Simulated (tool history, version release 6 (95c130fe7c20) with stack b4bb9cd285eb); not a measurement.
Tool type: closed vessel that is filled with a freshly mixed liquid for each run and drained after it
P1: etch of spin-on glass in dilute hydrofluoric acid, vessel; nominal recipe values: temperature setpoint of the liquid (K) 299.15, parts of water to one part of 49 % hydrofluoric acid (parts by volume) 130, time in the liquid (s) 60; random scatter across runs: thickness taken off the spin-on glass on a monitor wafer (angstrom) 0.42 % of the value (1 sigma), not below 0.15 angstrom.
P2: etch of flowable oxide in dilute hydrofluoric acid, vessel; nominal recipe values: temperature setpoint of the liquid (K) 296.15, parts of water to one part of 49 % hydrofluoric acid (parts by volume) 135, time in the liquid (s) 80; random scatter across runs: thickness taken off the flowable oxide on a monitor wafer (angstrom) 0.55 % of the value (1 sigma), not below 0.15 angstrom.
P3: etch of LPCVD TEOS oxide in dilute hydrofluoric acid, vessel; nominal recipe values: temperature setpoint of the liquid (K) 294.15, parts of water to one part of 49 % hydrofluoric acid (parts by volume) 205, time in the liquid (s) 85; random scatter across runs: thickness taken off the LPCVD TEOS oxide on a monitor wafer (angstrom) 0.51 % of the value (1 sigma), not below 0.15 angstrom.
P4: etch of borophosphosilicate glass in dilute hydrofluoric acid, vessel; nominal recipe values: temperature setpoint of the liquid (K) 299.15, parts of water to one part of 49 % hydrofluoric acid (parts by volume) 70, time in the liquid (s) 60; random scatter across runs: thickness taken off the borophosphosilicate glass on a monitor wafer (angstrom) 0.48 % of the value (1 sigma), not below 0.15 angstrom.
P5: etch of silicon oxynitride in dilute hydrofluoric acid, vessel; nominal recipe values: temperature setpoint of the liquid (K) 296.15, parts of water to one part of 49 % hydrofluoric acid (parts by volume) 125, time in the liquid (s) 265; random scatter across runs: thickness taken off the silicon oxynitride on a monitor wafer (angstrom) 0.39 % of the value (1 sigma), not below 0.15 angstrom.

run	hour	process that ran	temperature setpoint of the liquid (K)	parts of water to one part of 49 % hydrofluoric acid (parts by volume)	time in the liquid (s)	hours since the thermometer was replaced	hours since the hydrofluoric acid flow meter was replaced	thickness taken off the spin-on glass on a monitor wafer (angstrom)	thickness taken off the flowable oxide on a monitor wafer (angstrom)	thickness taken off the silicon oxynitride on a monitor wafer (angstrom)	thickness taken off the borophosphosilicate glass on a monitor wafer (angstrom)	thickness taken off the LPCVD TEOS oxide on a monitor wafer (angstrom)
1	10.3	P1	299.15	130	60	334.1	1081	323.93				
2	18.5	P2	296.15	45	80	342.3	1089.2		752.56			
3	34.1	P1	307.15	130	60	357.9	1104.8	436.84				
4	50.3	P1	293.15	130	60	374.1	1121	256.82				
5	57.8	P5	296.15	125	265	381.6	1128.5			63.195		
6	67	P4	299.15	70	30	390.8	1137.7				277.8	
7	75.6	P1	299.15	130	60	399.4	1146.3	323.75				
8	87.7	P1	306.65	210	60	411.5	1158.4	237.35				
9	94.9	P2	296.15	135	80	418.7	1165.6		223.3			
10	107	P3	294.15	285	85	430.8	1177.7					52.188
11	121.4	P1	299.15	130	60	445.2	1192.1	327.82				
12	136.8	P1	299.15	130	60	460.6	1207.5	324.03				
13	149.4	P2	296.15	135	125	473.2	1220.1		348.49			
14	160.3	P1	299.15	220	60	484.1	1231	173.94				
15	172.9	P2	290.15	135	80	496.7	1243.6		177.1			
16	189.2	P1	299.15	130	60	513	1259.9	325.39				
17	198.3	P1	299.15	130	60	522.1	1269	325.15				
18	214	P1	299.15	130	35	537.8	1284.7	190.96				
19	226	P4	299.15	70	60	549.8	1296.7				553.58	
20	238.7	P3	294.15	205	30	562.5	1309.4					27.372
21	248.1	P3	290.15	205	85	571.9	1318.8					67
22	259.6	P4	290.65	70	60	583.4	1330.3				387.25	
23	267.1	P5	296.15	125	75	590.9	1337.8			17.957		
24	281.3	P4	299.15	120	60	605.1	1352				302.94	
25	292.4	P1	291.65	130	90	616.2	1363.1	365.09				
26	300.9	P1	299.15	130	60	624.7	1371.6	326				
27	308.9	P5	296.15	25	265	632.7	1379.6			339.5		
28	321.6	P3	294.15	205	85	645.4	1392.3					78.619
29	335.6	P3	294.15	205	85	659.4	1406.3					77.9
30	350	P1	299.15	55	60	673.8	1420.7	853.53				
31	360.7	P1	299.15	130	110	684.5	1431.4	597.28				
32	372.8	P2	296.15	135	80	696.6	1443.5		225.18			
33	386.5	P5	303.15	125	265	710.3	1457.2			86.139		
34	397.6	P1	299.15	130	60	721.4	1468.3	324.97				
35	410.2	P1	299.15	130	60	734	1480.9	341.28				
36	420.4	P1	299.15	130	60	744.2	1491.1	346.36				
37	434.9	P1	299.15	130	60	758.7	1505.6	351.01				
38	444.6	P1	299.15	130	60	768.4	1515.3	354.82				
39	454.8	P1	299.15	130	60	778.6	1525.5	354.15				
40	469.9	P1	299.15	130	60	793.7	1540.6	356.14				
41	484.8	P1	299.15	130	60	808.6	1555.5	354.35				
42	492.5	P1	299.15	130	60	816.3	1563.2	359.12				

What P1 gives has crept off from where it sat before. The 2 causes that follow fit the log equally well, each at the size noted:
A: hydrofluoric acid flow above the setpoint (%) = 8.18
B: liquid hotter than its thermometer reads (K) = 2.42
The onset of the drift is placed at about hour 397.6.

Below are 4 check runs, each on a single wafer, with their results shown as question marks. Which of them would tell the listed causes apart, meaning the causes would give clearly different results under it?
check 1	500.2	P2	290.15	135	110				?			
check 2	500.2	P3	290.15	275	85							?
check 3	500.2	P5	296.15	45	140					?		
check 4	500.2	P4	299.15	100	30						?	

What every check run would give for each of its results, assuming each possible cause in turn:
check	result	if A	if B
check 1	thickness taken off the flowable oxide on a monitor wafer (angstrom)	265.93	268.63
check 2	thickness taken off the LPCVD TEOS oxide on a monitor wafer (angstrom)	51.647	51.39
check 3	thickness taken off the silicon oxynitride on a monitor wafer (angstrom)	106.89	110.93
check 4	thickness taken off the borophosphosilicate glass on a monitor wafer (angstrom)	202.22	203.17
Smallest distance between any two causes, each pair judged by its most separating result, in per cent: check 1 1.01 %; check 2 0.5 %; check 3 3.72 %; check 4 0.47 %
Check 3 distinguishes between the causes, while the remaining checks would return nearly the same result for all of them.

Running check 3 produced the following: thickness taken off the silicon oxynitride on a monitor wafer (angstrom) 111.34. Which one of the listed causes fits?

B is the cause: liquid hotter than its thermometer reads (K).
